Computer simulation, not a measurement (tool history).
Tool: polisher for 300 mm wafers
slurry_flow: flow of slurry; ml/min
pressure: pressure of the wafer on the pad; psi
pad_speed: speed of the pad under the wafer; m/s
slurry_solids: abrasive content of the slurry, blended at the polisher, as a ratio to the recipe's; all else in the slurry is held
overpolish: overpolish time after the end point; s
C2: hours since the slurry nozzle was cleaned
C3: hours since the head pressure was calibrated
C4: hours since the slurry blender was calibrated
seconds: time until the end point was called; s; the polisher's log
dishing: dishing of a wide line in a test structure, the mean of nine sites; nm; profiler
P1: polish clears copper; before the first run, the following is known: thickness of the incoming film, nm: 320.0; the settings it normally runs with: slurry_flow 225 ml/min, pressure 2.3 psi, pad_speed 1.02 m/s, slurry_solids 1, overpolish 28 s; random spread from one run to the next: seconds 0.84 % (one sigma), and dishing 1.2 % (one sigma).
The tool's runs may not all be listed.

run 1 day=0.308 | slurry_flow=225 pressure=2.3 pad_speed=1.02 slurry_solids=1 overpolish=28 | wafers_polished_on_this_pad=1187 C2=450.9 C3=860.4 C4=55 | seconds=125.78 dishing=28.26
run 2 day=0.621 | slurry_flow=225 pressure=2.3 pad_speed=1.02 slurry_solids=1 overpolish=8 | wafers_polished_on_this_pad=1249 C2=458.4 C3=867.9 C4=62.5 | seconds=127.83 dishing=12.638
run 3 day=1.042 | slurry_flow=225 pressure=2.3 pad_speed=1.42 slurry_solids=1 overpolish=28 | wafers_polished_on_this_pad=1333 C2=468.5 C3=878 C4=72.6 | seconds=90.654 dishing=31.839
run 4 day=1.388 | slurry_flow=225 pressure=2.3 pad_speed=1.02 slurry_solids=1 overpolish=28 | wafers_polished_on_this_pad=1402 C2=476.8 C3=886.3 C4=80.9 | seconds=127.41 dishing=27.864
run 5 day=1.829 | slurry_flow=225 pressure=1.3 pad_speed=1.02 slurry_solids=1 overpolish=28 | wafers_polished_on_this_pad=1490 C2=487.4 C3=896.9 C4=91.5 | seconds=225.52 dishing=20.249
run 6 day=2.096 | slurry_flow=135 pressure=3.1 pad_speed=1.02 slurry_solids=1 overpolish=28 | wafers_polished_on_this_pad=1543 C2=493.8 C3=903.3 C4=97.9 | seconds=102.77 dishing=30.979
run 7 day=2.429 | slurry_flow=225 pressure=2.3 pad_speed=1.26 slurry_solids=1 overpolish=8 | wafers_polished_on_this_pad=1610 C2=501.8 C3=911.3 C4=105.9 | seconds=102.87 dishing=15.162
run 8 day=2.821 | slurry_flow=225 pressure=2.3 pad_speed=1.02 slurry_solids=1 overpolish=56 | wafers_polished_on_this_pad=1688 C2=511.2 C3=920.7 C4=115.3 | seconds=126.32 dishing=34.012
run 9 day=3.112 | slurry_flow=225 pressure=2.3 pad_speed=1.02 slurry_solids=0.6 overpolish=28 | wafers_polished_on_this_pad=1746 C2=518.2 C3=927.7 C4=122.3 | seconds=140.16 dishing=26.825
run 10 day=3.425 | slurry_flow=290 pressure=2.3 pad_speed=1.02 slurry_solids=1 overpolish=28 | wafers_polished_on_this_pad=1808 C2=525.7 C3=935.2 C4=129.8 | seconds=123.26 dishing=28.636
run 11 day=3.717 | slurry_flow=225 pressure=2.3 pad_speed=1.02 slurry_solids=1 overpolish=28 | wafers_polished_on_this_pad=1866 C2=532.7 C3=942.2 C4=136.8 | seconds=127.29 dishing=28.253
run 12 day=4.083 | slurry_flow=225 pressure=2.3 pad_speed=0.66 slurry_solids=1 overpolish=28 | wafers_polished_on_this_pad=1940 C2=541.5 C3=951 C4=145.6 | seconds=197.8 dishing=22.998
run 13 day=4.421 | slurry_flow=135 pressure=2.3 pad_speed=1.02 slurry_solids=1 overpolish=28 | wafers_polished_on_this_pad=2007 C2=549.6 C3=959.1 C4=153.7 | seconds=138.09 dishing=26.66
run 14 day=4.867 | slurry_flow=225 pressure=2.3 pad_speed=1.02 slurry_solids=1 overpolish=28 | wafers_polished_on_this_pad=2096 C2=560.3 C3=969.8 C4=164.4 | seconds=127.81 dishing=28.598
run 15 day=5.258 | slurry_flow=225 pressure=2.3 pad_speed=1.34 slurry_solids=0.55 overpolish=28 | wafers_polished_on_this_pad=2174 C2=569.7 C3=979.2 C4=173.8 | seconds=109.07 dishing=29.647
run 16 day=5.596 | slurry_flow=225 pressure=2.3 pad_speed=1.02 slurry_solids=1 overpolish=28 | wafers_polished_on_this_pad=2241 C2=577.8 C3=987.3 C4=181.9 | seconds=127.71 dishing=27.969
run 17 day=5.858 | slurry_flow=225 pressure=3.5 pad_speed=1.02 slurry_solids=1 overpolish=28 | wafers_polished_on_this_pad=2294 C2=584.1 C3=993.6 C4=188.2 | seconds=84.281 dishing=33.191
run 18 day=6.25 | slurry_flow=225 pressure=2.3 pad_speed=1.02 slurry_solids=1 overpolish=28 | wafers_polished_on_this_pad=2372 C2=593.5 C3=1003 C4=197.6 | seconds=128.26 dishing=28.135
run 19 day=6.546 | slurry_flow=225 pressure=2.3 pad_speed=1.02 slurry_solids=1.3 overpolish=28 | wafers_polished_on_this_pad=2431 C2=600.6 C3=1010.1 C4=204.7 | seconds=121.43 dishing=29.026
run 20 day=6.971 | slurry_flow=225 pressure=2.3 pad_speed=1.02 slurry_solids=1 overpolish=28 | wafers_polished_on_this_pad=2516 C2=610.8 C3=1020.3 C4=214.9 | seconds=128.16 dishing=28.156
run 21 day=7.425 | slurry_flow=225 pressure=2.3 pad_speed=1.02 slurry_solids=1 overpolish=28 | wafers_polished_on_this_pad=2606 C2=621.7 C3=1031.2 C4=225.8 | seconds=132.37 dishing=27.793

For run 22, what comes out?
run 22 day=7.662 | slurry_flow=225 pressure=2.3 pad_speed=1.02 slurry_solids=1 overpolish=28 | wafers_polished_on_this_pad=2654 C2=627.4 C3=1036.9 C4=231.5 | seconds=? dishing=?

{"run 22": {"seconds": 130.36, "dishing": 28.265}}
